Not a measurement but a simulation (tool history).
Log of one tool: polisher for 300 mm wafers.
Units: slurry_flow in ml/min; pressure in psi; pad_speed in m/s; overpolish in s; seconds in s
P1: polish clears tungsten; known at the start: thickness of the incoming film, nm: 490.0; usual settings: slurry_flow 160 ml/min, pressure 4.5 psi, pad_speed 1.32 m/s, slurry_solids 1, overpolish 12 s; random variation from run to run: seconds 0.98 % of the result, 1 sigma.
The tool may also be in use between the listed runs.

run 1 hour=6.5 | slurry_flow=160 pressure=4.5 pad_speed=1.32 slurry_solids=1 overpolish=12 | seconds=73.188
run 2 hour=11.6 | slurry_flow=220 pressure=4.5 pad_speed=1.32 slurry_solids=0.65 overpolish=12 | seconds=79.37
run 3 hour=19.6 | slurry_flow=160 pressure=4.5 pad_speed=1.32 slurry_solids=1 overpolish=12 | seconds=73.54
run 4 hour=27.7 | slurry_flow=160 pressure=4.5 pad_speed=0.86 slurry_solids=1 overpolish=12 | seconds=114.69
run 5 hour=35 | slurry_flow=160 pressure=4.5 pad_speed=1.32 slurry_solids=0.65 overpolish=12 | seconds=82.692
run 6 hour=42.2 | slurry_flow=160 pressure=4.5 pad_speed=1.32 slurry_solids=1 overpolish=22 | seconds=75.067
run 7 hour=50.6 | slurry_flow=160 pressure=4.5 pad_speed=1.32 slurry_solids=1 overpolish=4 | seconds=73.666
run 8 hour=58.8 | slurry_flow=160 pressure=2.8 pad_speed=1.32 slurry_solids=1 overpolish=12 | seconds=118.01
run 9 hour=67.5 | slurry_flow=160 pressure=6.3 pad_speed=1.32 slurry_solids=1 overpolish=12 | seconds=52.863
run 10 hour=76.5 | slurry_flow=160 pressure=4.5 pad_speed=1.32 slurry_solids=1 overpolish=12 | seconds=73.689
run 11 hour=84 | slurry_flow=160 pressure=4.5 pad_speed=1.32 slurry_solids=1 overpolish=12 | seconds=73.422
run 12 hour=89.5 | slurry_flow=160 pressure=4.5 pad_speed=1.32 slurry_solids=1 overpolish=12 | seconds=73.814
run 13 hour=97 | slurry_flow=160 pressure=4.5 pad_speed=1.88 slurry_solids=1 overpolish=12 | seconds=51.598
run 14 hour=106.1 | slurry_flow=160 pressure=4.5 pad_speed=1.32 slurry_solids=1.45 overpolish=12 | seconds=67.04
run 15 hour=112.5 | slurry_flow=95 pressure=4.5 pad_speed=1.32 slurry_solids=1 overpolish=12 | seconds=83.426
run 16 hour=119.8 | slurry_flow=215 pressure=4.5 pad_speed=1.32 slurry_solids=1 overpolish=12 | seconds=70.837
run 17 hour=131 | slurry_flow=160 pressure=4.5 pad_speed=1.32 slurry_solids=1 overpolish=12 | seconds=74.378
run 18 hour=139.1 | slurry_flow=160 pressure=4.5 pad_speed=1.32 slurry_solids=1 overpolish=12 | seconds=75.491
run 19 hour=145 | slurry_flow=160 pressure=4.5 pad_speed=1.32 slurry_solids=1 overpolish=12 | seconds=78.388
run 20 hour=152.6 | slurry_flow=160 pressure=4.5 pad_speed=1.32 slurry_solids=1 overpolish=12 | seconds=78.683
-- hour=157.4 worn pad replaced by a new one
-- hour=158.7 head pressure recalibrated
run 21 hour=159.5 | slurry_flow=160 pressure=4.5 pad_speed=1.32 slurry_solids=1 overpolish=12 | seconds=80.005

Forecast run 22:
-- hour=159.8 slurry blender recalibrated
run 22 hour=165 | slurry_flow=160 pressure=4.5 pad_speed=1.32 slurry_solids=1 overpolish=12 | seconds=?

Run 22 gave seconds 80.541 s.
